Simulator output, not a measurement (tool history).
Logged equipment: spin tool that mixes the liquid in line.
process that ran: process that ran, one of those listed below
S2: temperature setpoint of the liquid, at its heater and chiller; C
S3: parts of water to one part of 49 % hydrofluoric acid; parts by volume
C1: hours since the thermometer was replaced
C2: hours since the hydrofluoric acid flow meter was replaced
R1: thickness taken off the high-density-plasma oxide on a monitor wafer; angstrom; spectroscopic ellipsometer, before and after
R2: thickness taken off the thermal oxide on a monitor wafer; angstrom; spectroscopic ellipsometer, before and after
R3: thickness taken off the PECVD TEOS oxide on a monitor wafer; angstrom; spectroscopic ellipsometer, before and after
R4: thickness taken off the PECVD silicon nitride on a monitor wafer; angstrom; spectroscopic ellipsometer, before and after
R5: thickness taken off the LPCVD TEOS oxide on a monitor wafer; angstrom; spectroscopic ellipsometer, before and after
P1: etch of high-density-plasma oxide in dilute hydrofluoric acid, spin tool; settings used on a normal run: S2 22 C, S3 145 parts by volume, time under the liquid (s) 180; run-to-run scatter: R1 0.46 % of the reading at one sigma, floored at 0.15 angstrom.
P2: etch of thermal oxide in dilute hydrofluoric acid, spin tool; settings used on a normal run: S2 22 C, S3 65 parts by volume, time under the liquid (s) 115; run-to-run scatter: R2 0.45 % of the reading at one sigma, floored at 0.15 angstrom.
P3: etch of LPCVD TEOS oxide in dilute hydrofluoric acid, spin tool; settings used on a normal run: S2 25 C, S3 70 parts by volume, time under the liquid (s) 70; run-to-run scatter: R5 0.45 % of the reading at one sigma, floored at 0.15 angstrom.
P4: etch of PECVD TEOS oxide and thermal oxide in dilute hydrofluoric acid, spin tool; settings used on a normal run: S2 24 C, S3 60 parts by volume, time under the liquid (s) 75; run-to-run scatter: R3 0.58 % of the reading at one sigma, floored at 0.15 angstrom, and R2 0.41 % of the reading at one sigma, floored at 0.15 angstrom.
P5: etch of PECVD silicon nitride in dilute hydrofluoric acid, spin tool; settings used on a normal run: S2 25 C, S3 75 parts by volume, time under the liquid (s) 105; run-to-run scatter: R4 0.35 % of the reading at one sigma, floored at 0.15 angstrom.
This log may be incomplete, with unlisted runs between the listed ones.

Run 1, hour 5.4: process that ran P1, S2 22 C, S3 145 parts by volume, time under the liquid (s) 180; C1 917.5; C2 265.5. Result: R1 66.648 angstrom.
Run 2, hour 8.4: process that ran P2, S2 22 C, S3 65 parts by volume, time under the liquid (s) 200; C1 920.5; C2 268.5. Result: R2 135.86 angstrom.
Run 3, hour 11.6: process that ran P1, S2 22 C, S3 80 parts by volume, time under the liquid (s) 340; C1 923.7; C2 271.7. Result: R1 247.58 angstrom.
Run 4, hour 17.3: process that ran P4, S2 24 C, S3 60 parts by volume, time under the liquid (s) 75; C1 929.4; C2 277.4. Result: R2 60.402 angstrom, R3 205.16 angstrom.
At hour 20.2: thermometer replaced.
Run 5, hour 22.4: process that ran P1, S2 22 C, S3 145 parts by volume, time under the liquid (s) 180; C1 2.3; C2 282.5. Result: R1 67.674 angstrom.
Run 6, hour 29.2: process that ran P5, S2 25 C, S3 75 parts by volume, time under the liquid (s) 105; C1 9.1; C2 289.3. Result: R4 86.471 angstrom.
Run 7, hour 35.2: process that ran P3, S2 25 C, S3 70 parts by volume, time under the liquid (s) 70; C1 15.1; C2 295.3. Result: R5 175.25 angstrom.
Run 8, hour 40.2: process that ran P1, S2 22 C, S3 145 parts by volume, time under the liquid (s) 300; C1 20.1; C2 300.3. Result: R1 112.3 angstrom.
Run 9, hour 46.7: process that ran P2, S2 22 C, S3 105 parts by volume, time under the liquid (s) 115; C1 26.6; C2 306.8. Result: R2 45.403 angstrom.
Run 10, hour 51.6: process that ran P1, S2 22 C, S3 145 parts by volume, time under the liquid (s) 80; C1 31.5; C2 311.7. Result: R1 29.929 angstrom.
Run 11, hour 55.4: process that ran P3, S2 25 C, S3 70 parts by volume, time under the liquid (s) 105; C1 35.3; C2 315.5. Result: R5 262.78 angstrom.
Run 12, hour 61.8: process that ran P2, S2 28 C, S3 65 parts by volume, time under the liquid (s) 115; C1 41.7; C2 321.9. Result: R2 98.971 angstrom.
Run 13, hour 67.4: process that ran P3, S2 25 C, S3 40 parts by volume, time under the liquid (s) 70; C1 47.3; C2 327.5. Result: R5 319.26 angstrom.
Run 14, hour 70.5: process that ran P5, S2 25 C, S3 35 parts by volume, time under the liquid (s) 105; C1 50.4; C2 330.6. Result: R4 182.11 angstrom.
Run 15, hour 75.7: process that ran P1, S2 22 C, S3 210 parts by volume, time under the liquid (s) 180; C1 55.6; C2 335.8. Result: R1 42.982 angstrom.
Run 16, hour 82: process that ran P4, S2 24 C, S3 60 parts by volume, time under the liquid (s) 75; C1 61.9; C2 342.1. Result: R2 60.106 angstrom, R3 204.72 angstrom.
Run 17, hour 85.6: process that ran P1, S2 22 C, S3 145 parts by volume, time under the liquid (s) 180; C1 65.5; C2 345.7. Result: R1 67.023 angstrom.
At hour 86.5: hydrofluoric acid flow meter replaced.
Run 18, hour 92.3: process that ran P4, S2 24 C, S3 90 parts by volume, time under the liquid (s) 75; C1 72.2; C2 5.8. Result: R2 38.91 angstrom, R3 131.23 angstrom.
Run 19, hour 95.4: process that ran P1, S2 17 C, S3 205 parts by volume, time under the liquid (s) 180; C1 75.3; C2 8.9. Result: R1 36.705 angstrom.
Run 20, hour 101.7: process that ran P1, S2 22 C, S3 145 parts by volume, time under the liquid (s) 180; C1 81.6; C2 15.2. Result: R1 66.609 angstrom.
Run 21, hour 105.3: process that ran P1, S2 17 C, S3 145 parts by volume, time under the liquid (s) 180; C1 85.2; C2 18.8. Result: R1 55.188 angstrom.
Run 22, hour 111.8: process that ran P4, S2 24 C, S3 60 parts by volume, time under the liquid (s) 40; C1 91.7; C2 25.3. Result: R2 32.252 angstrom, R3 108.66 angstrom.
Run 23, hour 114.7: process that ran P2, S2 22 C, S3 65 parts by volume, time under the liquid (s) 115; C1 94.6; C2 28.2. Result: R2 77.533 angstrom.
Run 24, hour 118.6: process that ran P4, S2 17.5 C, S3 60 parts by volume, time under the liquid (s) 75; C1 98.5; C2 32.1. Result: R2 46.031 angstrom, R3 154.35 angstrom.
Run 25, hour 122.6: process that ran P5, S2 25 C, S3 75 parts by volume, time under the liquid (s) 105; C1 102.5; C2 36.1. Result: R4 86.405 angstrom.
Run 26, hour 125.6: process that ran P1, S2 22 C, S3 230 parts by volume, time under the liquid (s) 70; C1 105.5; C2 39.1. Result: R1 14.935 angstrom.
Run 27, hour 129.6: process that ran P3, S2 17.5 C, S3 70 parts by volume, time under the liquid (s) 70; C1 109.5; C2 43.1. Result: R5 128.09 angstrom.
Run 28, hour 134.8: process that ran P5, S2 20.5 C, S3 75 parts by volume, time under the liquid (s) 105; C1 114.7; C2 48.3. Result: R4 64.028 angstrom.
Run 29, hour 140.5: process that ran P1, S2 22 C, S3 145 parts by volume, time under the liquid (s) 180; C1 120.4; C2 54. Result: R1 67.448 angstrom.
Run 30, hour 145.5: process that ran P5, S2 25 C, S3 75 parts by volume, time under the liquid (s) 35; C1 125.4; C2 59. Result: R4 28.808 angstrom.
Run 31, hour 152.1: process that ran P2, S2 22 C, S3 65 parts by volume, time under the liquid (s) 115; C1 132; C2 65.6. Result: R2 77.47 angstrom.
Run 32, hour 157.3: process that ran P1, S2 28.5 C, S3 145 parts by volume, time under the liquid (s) 180; C1 137.2; C2 70.8. Result: R1 85.468 angstrom.
Run 33, hour 162.8: process that ran P1, S2 22 C, S3 35 parts by volume, time under the liquid (s) 180; C1 142.7; C2 76.3. Result: R1 315.47 angstrom.
Run 34, hour 166.9: process that ran P1, S2 22 C, S3 145 parts by volume, time under the liquid (s) 180; C1 146.8; C2 80.4. Result: R1 67.016 angstrom.
Run 35, hour 171: process that ran P1, S2 22 C, S3 145 parts by volume, time under the liquid (s) 180; C1 150.9; C2 84.5. Result: R1 65.464 angstrom.
Run 36, hour 176.2: process that ran P1, S2 22 C, S3 145 parts by volume, time under the liquid (s) 180; C1 156.1; C2 89.7. Result: R1 64.451 angstrom.
Run 37, hour 182.6: process that ran P1, S2 22 C, S3 145 parts by volume, time under the liquid (s) 180; C1 162.5; C2 96.1. Result: R1 62.884 angstrom.
Run 38, hour 187: process that ran P1, S2 22 C, S3 145 parts by volume, time under the liquid (s) 180; C1 166.9; C2 100.5. Result: R1 62.698 angstrom.
Run 39, hour 193.2: process that ran P1, S2 22 C, S3 145 parts by volume, time under the liquid (s) 180; C1 173.1; C2 106.7. Result: R1 62.477 angstrom.
Run 40, hour 199: process that ran P1, S2 22 C, S3 145 parts by volume, time under the liquid (s) 180; C1 178.9; C2 112.5. Result: R1 61.929 angstrom.
Run 41, hour 202.5: process that ran P1, S2 22 C, S3 145 parts by volume, time under the liquid (s) 180; C1 182.4; C2 116. Result: R1 61.784 angstrom.
Run 42, hour 206.4: process that ran P1, S2 22 C, S3 145 parts by volume, time under the liquid (s) 180; C1 186.3; C2 119.9. Result: R1 61.721 angstrom.
Run 43, hour 211.9: process that ran P1, S2 22 C, S3 145 parts by volume, time under the liquid (s) 180; C1 191.8; C2 125.4. Result: R1 61.091 angstrom.
Run 44, hour 218.6: process that ran P1, S2 22 C, S3 145 parts by volume, time under the liquid (s) 180; C1 198.5; C2 132.1. Result: R1 61.091 angstrom.
Run 45, hour 224.4: process that ran P1, S2 22 C, S3 145 parts by volume, time under the liquid (s) 180; C1 204.3; C2 137.9. Result: R1 60.826 angstrom.

P1 no longer gives what it gave before; its output has crept away from where it was. The following 2 causes, each at its listed size, fit the log equally well:
A: hydrofluoric acid flow below the setpoint (%) = 7.92
B: liquid colder than its thermometer reads (K) = 2.43
The onset of the drift is placed at about hour 166.9.

Of the 4 check runs listed below, each run on one wafer and each result written as a question mark, which would let you distinguish the listed causes because they would give clearly different results?
Run check 1, hour 230.2: process that ran P4, S2 24 C, S3 60 parts by volume, time under the liquid (s) 75. Result: R2 ?, R3 ?.
Run check 2, hour 230.2: process that ran P5, S2 25 C, S3 75 parts by volume, time under the liquid (s) 105. Result: R4 ?.
Run check 3, hour 230.2: process that ran P2, S2 22 C, S3 65 parts by volume, time under the liquid (s) 115. Result: R2 ?.
Run check 4, hour 230.2: process that ran P3, S2 25 C, S3 70 parts by volume, time under the liquid (s) 70. Result: R5 ?.

How each check would come out, cause by cause:
  check  result    if A    if B
check 1      R2  55.273  54.669
check 1      R3  186.63   184.6
check 2      R4   79.63  73.452
check 3      R2  70.726  69.875
check 4      R5   160.1  158.79
Separation of the two closest causes in each check, using whichever result separates them best: check 1 1.1 %; check 2 8.08 %; check 3 1.21 %; check 4 0.82 %
Of the check runs offered, only check 2 discriminates between the causes; the rest would read about the same regardless of which cause applies.

Check 2 was then run and gave: R4 79.939 angstrom. Which cause is it?

It was cause A: hydrofluoric acid flow below the setpoint (%).
